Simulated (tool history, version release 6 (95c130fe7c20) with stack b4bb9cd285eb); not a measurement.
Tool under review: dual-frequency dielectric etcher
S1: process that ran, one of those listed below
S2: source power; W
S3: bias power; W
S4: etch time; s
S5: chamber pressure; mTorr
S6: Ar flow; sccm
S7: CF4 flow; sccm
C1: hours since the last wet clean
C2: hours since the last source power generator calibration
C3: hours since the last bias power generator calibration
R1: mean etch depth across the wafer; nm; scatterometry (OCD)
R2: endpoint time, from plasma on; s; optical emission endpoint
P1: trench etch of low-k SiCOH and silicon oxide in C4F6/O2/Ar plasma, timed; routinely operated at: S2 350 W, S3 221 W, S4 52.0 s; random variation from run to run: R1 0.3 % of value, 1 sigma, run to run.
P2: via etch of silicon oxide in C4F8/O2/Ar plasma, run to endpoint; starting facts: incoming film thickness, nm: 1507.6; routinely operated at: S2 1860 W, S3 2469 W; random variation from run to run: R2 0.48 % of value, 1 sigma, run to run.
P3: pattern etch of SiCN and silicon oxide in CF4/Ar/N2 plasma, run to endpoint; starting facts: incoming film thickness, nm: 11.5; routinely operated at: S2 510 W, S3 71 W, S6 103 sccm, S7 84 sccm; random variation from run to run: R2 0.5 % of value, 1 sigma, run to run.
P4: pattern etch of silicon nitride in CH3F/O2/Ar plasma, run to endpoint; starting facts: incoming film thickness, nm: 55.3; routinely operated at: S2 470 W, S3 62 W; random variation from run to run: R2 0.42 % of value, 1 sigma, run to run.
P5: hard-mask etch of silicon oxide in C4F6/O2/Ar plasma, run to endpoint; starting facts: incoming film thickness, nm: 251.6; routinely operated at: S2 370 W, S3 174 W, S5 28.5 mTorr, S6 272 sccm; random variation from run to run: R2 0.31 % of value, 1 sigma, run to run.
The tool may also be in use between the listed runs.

| run | hour | S1 | S2 | S3 | S4 | S5 | S6 | S7 | C1 | C2 | C3 | R1 | R2 |
|---|---|---|---|---|---|---|---|---|---|---|---|---|---|
| 1 | 7.1 | P1 | 350 | 221 | 52.0 |  |  |  | 241.9 | 2931.9 | 829.2 | 165.49 |  |
| 2 | 13.5 | P5 | 470 | 174 |  | 28.5 | 272 |  | 248.3 | 2938.3 | 835.6 |  | 73.326 |
| 3 | 18.8 | P1 | 350 | 221 | 52.0 |  |  |  | 253.6 | 2943.6 | 840.9 | 165.99 |  |
| 4 | 22.5 | P2 | 1860 | 1601 |  |  |  |  | 257.3 | 2947.3 | 844.6 |  | 331.940 |
| 5 | 25.9 | P1 | 220 | 221 | 39.5 |  |  |  | 260.7 | 2950.7 | 848.0 | 105.87 |  |
| 6 | 30.4 | P1 | 350 | 153 | 52.0 |  |  |  | 265.2 | 2955.2 | 852.5 | 148.26 |  |
| 7 | 36.4 | P3 | 510 | 71 |  |  | 103 | 84 | 271.2 | 2961.2 | 858.5 |  | 11.907 |
| 8 | 39.6 | P1 | 350 | 221 | 52.0 |  |  |  | 274.4 | 2964.4 | 861.7 | 167.52 |  |
| 9 | 44.6 | P3 | 510 | 71 |  |  | 103 | 84 | 279.4 | 2969.4 | 866.7 |  | 11.825 |
| 10 | 49.4 | P4 | 470 | 62 |  |  |  |  | 284.2 | 2974.2 | 871.5 |  | 79.637 |
| 11 | 55.8 | P5 | 370 | 219 |  | 28.5 | 272 |  | 290.6 | 2980.6 | 877.9 |  | 74.562 |
| 12 | 62.2 | P1 | 350 | 221 | 52.0 |  |  |  | 297.0 | 2987.0 | 884.3 | 166.75 |  |
| 13 | 69.6 | P1 | 350 | 221 | 77.5 |  |  |  | 304.4 | 2994.4 | 891.7 | 247.75 |  |
| 14 | 76.1 | P1 | 420 | 221 | 52.0 |  |  |  | 310.9 | 3000.9 | 898.2 | 179.34 |  |
| 15 | 81.1 | P2 | 1380 | 2469 |  |  |  |  | 315.9 | 3005.9 | 903.2 |  | 325.160 |
| 16 | 87.7 | P4 | 470 | 37 |  |  |  |  | 322.5 | 3012.5 | 909.8 |  | 92.895 |
| 17 | 91.3 | P2 | 1860 | 2469 |  |  |  |  | 326.1 | 3016.1 | 913.4 |  | 290.600 |
| 18 | 95.7 | P4 | 280 | 62 |  |  |  |  | 330.5 | 3020.5 | 917.8 |  | 96.746 |
| 19 | 102.7 | P3 | 510 | 71 |  |  | 64 | 84 | 337.5 | 3027.5 | 924.8 |  | 11.149 |
| 20 | 108.1 | P5 | 370 | 174 |  | 34.5 | 272 |  | 342.9 | 3032.9 | 930.2 |  | 82.113 |
| 21 | 111.9 | P5 | 370 | 174 |  | 28.5 | 272 |  | 346.7 | 3036.7 | 934.0 |  | 80.401 |
| 22 | 115.5 | P5 | 370 | 174 |  | 28.5 | 340 |  | 350.3 | 3040.3 | 937.6 |  | 82.462 |
| 23 | 122.8 | P3 | 510 | 71 |  |  | 103 | 104 | 357.6 | 3047.6 | 944.9 |  | 11.558 |
| 24 | 129.7 | P3 | 700 | 71 |  |  | 103 | 84 | 364.5 | 3054.5 | 951.8 |  | 8.980 |
| 25 | 134.1 | P1 | 350 | 221 | 31.5 |  |  |  | 368.9 | 3058.9 | 956.2 | 100.34 |  |
| 26 | 140.5 | P1 | 230 | 221 | 52.0 |  |  |  | 375.3 | 3065.3 | 962.6 | 141.56 |  |
| 27 | 145.9 | P2 | 1860 | 2469 |  |  |  |  | 380.7 | 3070.7 | 968.0 |  | 288.300 |
| 28 | 149.9 | P1 | 350 | 221 | 52.0 |  |  |  | 384.7 | 3074.7 | 972.0 | 166.27 |  |
| 29 | 157.3 | P3 | 510 | 43 |  |  | 103 | 84 | 392.1 | 3082.1 | 979.4 |  | 13.888 |
| 30 | 164.3 | P1 | 350 | 277 | 52.0 |  |  |  | 399.1 | 3089.1 | 986.4 | 179.89 |  |
| 31 | 171.0 | P5 | 370 | 174 |  | 28.5 | 272 |  | 405.8 | 3095.8 | 993.1 |  | 80.503 |
| 32 | 177.7 | P1 | 350 | 221 | 52.0 |  |  |  | 412.5 | 3102.5 | 999.8 | 166.58 |  |
| 33 | 183.1 | P1 | 350 | 221 | 52.0 |  |  |  | 417.9 | 3107.9 | 1005.2 | 165.82 |  |
| 34 | 190.0 | P1 | 350 | 221 | 52.0 |  |  |  | 424.8 | 3114.8 | 1012.1 | 165.63 |  |
| 35 | 195.1 | P1 | 350 | 221 | 52.0 |  |  |  | 429.9 | 3119.9 | 1017.2 | 165.46 |  |
| 36 | 200.6 | P1 | 350 | 221 | 52.0 |  |  |  | 435.4 | 3125.4 | 1022.7 | 165.43 |  |
|  | 203.6 | wet clean of the chamber |
| 37 | 206.5 | P1 | 350 | 221 | 52.0 |  |  |  | 2.9 | 3131.3 | 1028.6 | 163.84 |  |
| 38 | 210.0 | P1 | 350 | 221 | 52.0 |  |  |  | 6.4 | 3134.8 | 1032.1 | 163.79 |  |
| 39 | 214.4 | P1 | 350 | 221 | 52.0 |  |  |  | 10.8 | 3139.2 | 1036.5 | 164.92 |  |
| 40 | 220.8 | P1 | 350 | 221 | 52.0 |  |  |  | 17.2 | 3145.6 | 1042.9 | 163.78 |  |

Run 41 comes next. What will it give?
| 41 | 226.1 | P1 | 350 | 221 | 52.0 |  |  |  | 22.5 | 3150.9 | 1048.2 | ? |  |

{"run 41": {"R1": 165.26}}
